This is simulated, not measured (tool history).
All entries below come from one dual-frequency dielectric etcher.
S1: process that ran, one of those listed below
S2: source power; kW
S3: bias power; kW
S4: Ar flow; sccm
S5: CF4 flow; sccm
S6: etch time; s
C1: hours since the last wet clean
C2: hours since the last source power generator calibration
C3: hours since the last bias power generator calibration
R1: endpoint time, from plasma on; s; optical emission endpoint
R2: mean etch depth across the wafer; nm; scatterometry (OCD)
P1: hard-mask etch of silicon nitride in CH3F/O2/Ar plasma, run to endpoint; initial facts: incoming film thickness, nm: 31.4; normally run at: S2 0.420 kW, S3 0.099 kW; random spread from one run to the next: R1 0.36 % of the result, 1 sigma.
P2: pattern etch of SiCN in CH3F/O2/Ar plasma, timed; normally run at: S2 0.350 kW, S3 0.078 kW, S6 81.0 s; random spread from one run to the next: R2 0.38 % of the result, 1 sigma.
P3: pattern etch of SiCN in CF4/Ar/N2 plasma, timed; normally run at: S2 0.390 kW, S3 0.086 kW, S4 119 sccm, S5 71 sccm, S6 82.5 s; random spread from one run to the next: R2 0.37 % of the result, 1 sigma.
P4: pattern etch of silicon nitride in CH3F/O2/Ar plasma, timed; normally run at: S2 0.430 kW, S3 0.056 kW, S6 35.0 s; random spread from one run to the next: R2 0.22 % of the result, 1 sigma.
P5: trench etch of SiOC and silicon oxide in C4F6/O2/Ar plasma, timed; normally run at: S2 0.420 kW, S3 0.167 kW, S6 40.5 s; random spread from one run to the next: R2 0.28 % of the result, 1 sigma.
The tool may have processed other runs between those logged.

{"run": 1, "hour": 5.4, "S1": "P1", "S2": 0.42, "S3": 0.099, "C1": 216.4, "C2": 1740.6, "C3": 617.3, "R1": 40.538}
{"run": 2, "hour": 12.8, "S1": "P3", "S2": 0.39, "S3": 0.086, "S4": 119, "S5": 71, "S6": 82.5, "C1": 223.8, "C2": 1748.0, "C3": 624.7, "R2": 66.292}
{"run": 3, "hour": 18.3, "S1": "P3", "S2": 0.32, "S3": 0.086, "S4": 119, "S5": 71, "S6": 82.5, "C1": 229.3, "C2": 1753.5, "C3": 630.2, "R2": 55.326}
{"run": 4, "hour": 25.7, "S1": "P3", "S2": 0.39, "S3": 0.086, "S4": 75, "S5": 71, "S6": 82.5, "C1": 236.7, "C2": 1760.9, "C3": 637.6, "R2": 70.432}
{"run": 5, "hour": 30.9, "S1": "P5", "S2": 0.42, "S3": 0.167, "S6": 40.5, "C1": 241.9, "C2": 1766.1, "C3": 642.8, "R2": 81.206}
{"run": 6, "hour": 35.3, "S1": "P3", "S2": 0.39, "S3": 0.054, "S4": 119, "S5": 71, "S6": 82.5, "C1": 246.3, "C2": 1770.5, "C3": 647.2, "R2": 55.769}
{"run": 7, "hour": 38.6, "S1": "P2", "S2": 0.25, "S3": 0.078, "S6": 81.0, "C1": 249.6, "C2": 1773.8, "C3": 650.5, "R2": 26.61}
{"run": 8, "hour": 42.3, "S1": "P5", "S2": 0.42, "S3": 0.167, "S6": 40.5, "C1": 253.3, "C2": 1777.5, "C3": 654.2, "R2": 81.088}
{"run": 9, "hour": 49.1, "S1": "P1", "S2": 0.42, "S3": 0.099, "C1": 260.1, "C2": 1784.3, "C3": 661.0, "R1": 40.339}
{"run": 10, "hour": 54.6, "S1": "P4", "S2": 0.43, "S3": 0.045, "S6": 35.0, "C1": 265.6, "C2": 1789.8, "C3": 666.5, "R2": 21.289}
{"run": 11, "hour": 60.8, "S1": "P4", "S2": 0.43, "S3": 0.056, "S6": 46.5, "C1": 271.8, "C2": 1796.0, "C3": 672.7, "R2": 30.489}
{"run": 12, "hour": 64.3, "S1": "P1", "S2": 0.42, "S3": 0.13, "C1": 275.3, "C2": 1799.5, "C3": 676.2, "R1": 36.467}
{"run": 13, "hour": 68.5, "S1": "P2", "S2": 0.35, "S3": 0.078, "S6": 99.0, "C1": 279.5, "C2": 1803.7, "C3": 680.4, "R2": 36.575}
{"hour": 69.9, "done": "bias power generator calibrated"}
{"run": 14, "hour": 74.2, "S1": "P1", "S2": 0.42, "S3": 0.099, "C1": 285.2, "C2": 1809.4, "C3": 4.3, "R1": 40.696}
{"run": 15, "hour": 79.7, "S1": "P1", "S2": 0.33, "S3": 0.099, "C1": 290.7, "C2": 1814.9, "C3": 9.8, "R1": 44.271}
{"run": 16, "hour": 85.9, "S1": "P2", "S2": 0.35, "S3": 0.078, "S6": 81.0, "C1": 296.9, "C2": 1821.1, "C3": 16.0, "R2": 29.885}
{"run": 17, "hour": 93.4, "S1": "P3", "S2": 0.39, "S3": 0.086, "S4": 119, "S5": 71, "S6": 45.5, "C1": 304.4, "C2": 1828.6, "C3": 23.5, "R2": 36.587}
{"run": 18, "hour": 96.6, "S1": "P1", "S2": 0.33, "S3": 0.078, "C1": 307.6, "C2": 1831.8, "C3": 26.7, "R1": 47.867}
{"run": 19, "hour": 102.6, "S1": "P1", "S2": 0.42, "S3": 0.064, "C1": 313.6, "C2": 1837.8, "C3": 32.7, "R1": 47.056}
{"run": 20, "hour": 107.5, "S1": "P1", "S2": 0.42, "S3": 0.099, "C1": 318.5, "C2": 1842.7, "C3": 37.6, "R1": 40.16}
{"run": 21, "hour": 113.2, "S1": "P2", "S2": 0.35, "S3": 0.078, "S6": 81.0, "C1": 324.2, "C2": 1848.4, "C3": 43.3, "R2": 29.871}
{"run": 22, "hour": 118.4, "S1": "P5", "S2": 0.42, "S3": 0.116, "S6": 40.5, "C1": 329.4, "C2": 1853.6, "C3": 48.5, "R2": 73.303}
{"run": 23, "hour": 123.2, "S1": "P1", "S2": 0.55, "S3": 0.099, "C1": 334.2, "C2": 1858.4, "C3": 53.3, "R1": 36.689}
{"run": 24, "hour": 127.7, "S1": "P1", "S2": 0.42, "S3": 0.099, "C1": 338.7, "C2": 1862.9, "C3": 57.8, "R1": 40.344}
{"run": 25, "hour": 131.1, "S1": "P3", "S2": 0.39, "S3": 0.086, "S4": 119, "S5": 96, "S6": 82.5, "C1": 342.1, "C2": 1866.3, "C3": 61.2, "R2": 69.084}
{"run": 26, "hour": 135.3, "S1": "P1", "S2": 0.49, "S3": 0.06, "C1": 346.3, "C2": 1870.5, "C3": 65.4, "R1": 45.35}
{"run": 27, "hour": 140.9, "S1": "P1", "S2": 0.51, "S3": 0.078, "C1": 351.9, "C2": 1876.1, "C3": 71.0, "R1": 40.497}
{"run": 28, "hour": 147.3, "S1": "P4", "S2": 0.43, "S3": 0.056, "S6": 35.0, "C1": 358.3, "C2": 1882.5, "C3": 77.4, "R2": 22.835}
{"run": 29, "hour": 152.9, "S1": "P5", "S2": 0.53, "S3": 0.167, "S6": 40.5, "C1": 363.9, "C2": 1888.1, "C3": 83.0, "R2": 88.764}
{"run": 30, "hour": 156.9, "S1": "P2", "S2": 0.35, "S3": 0.095, "S6": 81.0, "C1": 367.9, "C2": 1892.1, "C3": 87.0, "R2": 32.383}
{"run": 31, "hour": 161.1, "S1": "P5", "S2": 0.42, "S3": 0.167, "S6": 52.0, "C1": 372.1, "C2": 1896.3, "C3": 91.2, "R2": 104.19}
{"run": 32, "hour": 166.6, "S1": "P4", "S2": 0.56, "S3": 0.056, "S6": 35.0, "C1": 377.6, "C2": 1901.8, "C3": 96.7, "R2": 25.348}
{"run": 33, "hour": 171.7, "S1": "P1", "S2": 0.42, "S3": 0.099, "C1": 382.7, "C2": 1906.9, "C3": 101.8, "R1": 40.518}
{"run": 34, "hour": 178.9, "S1": "P1", "S2": 0.42, "S3": 0.099, "C1": 389.9, "C2": 1914.1, "C3": 109.0, "R1": 40.67}
{"run": 35, "hour": 185.4, "S1": "P1", "S2": 0.42, "S3": 0.099, "C1": 396.4, "C2": 1920.6, "C3": 115.5, "R1": 40.788}
{"run": 36, "hour": 192.9, "S1": "P1", "S2": 0.42, "S3": 0.099, "C1": 403.9, "C2": 1928.1, "C3": 123.0, "R1": 40.788}
{"run": 37, "hour": 200.0, "S1": "P1", "S2": 0.42, "S3": 0.099, "C1": 411.0, "C2": 1935.2, "C3": 130.1, "R1": 41.074}
{"hour": 203.5, "done": "wet clean of the chamber"}
{"run": 38, "hour": 205.7, "S1": "P1", "S2": 0.42, "S3": 0.099, "C1": 2.2, "C2": 1940.9, "C3": 135.8, "R1": 41.179}
{"run": 39, "hour": 210.3, "S1": "P1", "S2": 0.42, "S3": 0.099, "C1": 6.8, "C2": 1945.5, "C3": 140.4, "R1": 41.015}
{"run": 40, "hour": 215.4, "S1": "P1", "S2": 0.42, "S3": 0.099, "C1": 11.9, "C2": 1950.6, "C3": 145.5, "R1": 41.329}
{"run": 41, "hour": 218.9, "S1": "P1", "S2": 0.42, "S3": 0.099, "C1": 15.4, "C2": 1954.1, "C3": 149.0, "R1": 41.286}
{"run": 42, "hour": 223.2, "S1": "P1", "S2": 0.42, "S3": 0.099, "C1": 19.7, "C2": 1958.4, "C3": 153.3, "R1": 40.952}
{"run": 43, "hour": 229.4, "S1": "P1", "S2": 0.42, "S3": 0.099, "C1": 25.9, "C2": 1964.6, "C3": 159.5, "R1": 41.228}
{"run": 44, "hour": 233.9, "S1": "P1", "S2": 0.42, "S3": 0.099, "C1": 30.4, "C2": 1969.1, "C3": 164.0, "R1": 41.248}

Something has made what P1 gives creep away from where it was; the 2 causes below, each at its own stated size, fit the log equally well:
A: bias power that arrives under what is set, % = 4.9
B: source power that arrives under what is set, % = 4.78
Creep in the process output first set in at about hour 171.7.
The rest of the possible causes, and what rules out each one:
chamber walls in a state that lowers the etch rate, %: serviced after onset, at hour 203.5, with no recovery of the prior output

Of the 4 check runs below, each run on 2 wafers with the results averaged and each result still a question mark, which one would tell the listed causes apart?
{"run": "check 1", "hour": 238.4, "S1": "P4", "S2": 0.43, "S3": 0.056, "S6": 35.0, "R2": "?"}
{"run": "check 2", "hour": 238.4, "S1": "P5", "S2": 0.42, "S3": 0.167, "S6": 40.5, "R2": "?"}
{"run": "check 3", "hour": 238.4, "S1": "P2", "S2": 0.35, "S3": 0.078, "S6": 81.0, "R2": "?"}
{"run": "check 4", "hour": 238.4, "S1": "P3", "S2": 0.39, "S3": 0.086, "S4": 119, "S5": 71, "S6": 82.5, "R2": "?"}

What each check would give under each cause:
check=check_1 result=R2 if_A=22.483 if_B=22.417
check=check_2 result=R2 if_A=80.004 if_B=79.711
check=check_3 result=R2 if_A=29.453 if_B=29.450
check=check_4 result=R2 if_A=64.914 if_B=63.370
Per check, the gap between the least separated pair of causes, taken in the result that splits them most: check 1 0.29 %; check 2 0.37 %; check 3 0.01 %; check 4 2.41 %
Check 4 tells the causes apart: in the others they would give nearly the same result.

Check 4 was carried out, with these results: R2 63.367 nm. Which of the listed causes is responsible?

It was cause B: source power that arrives under what is set, %.
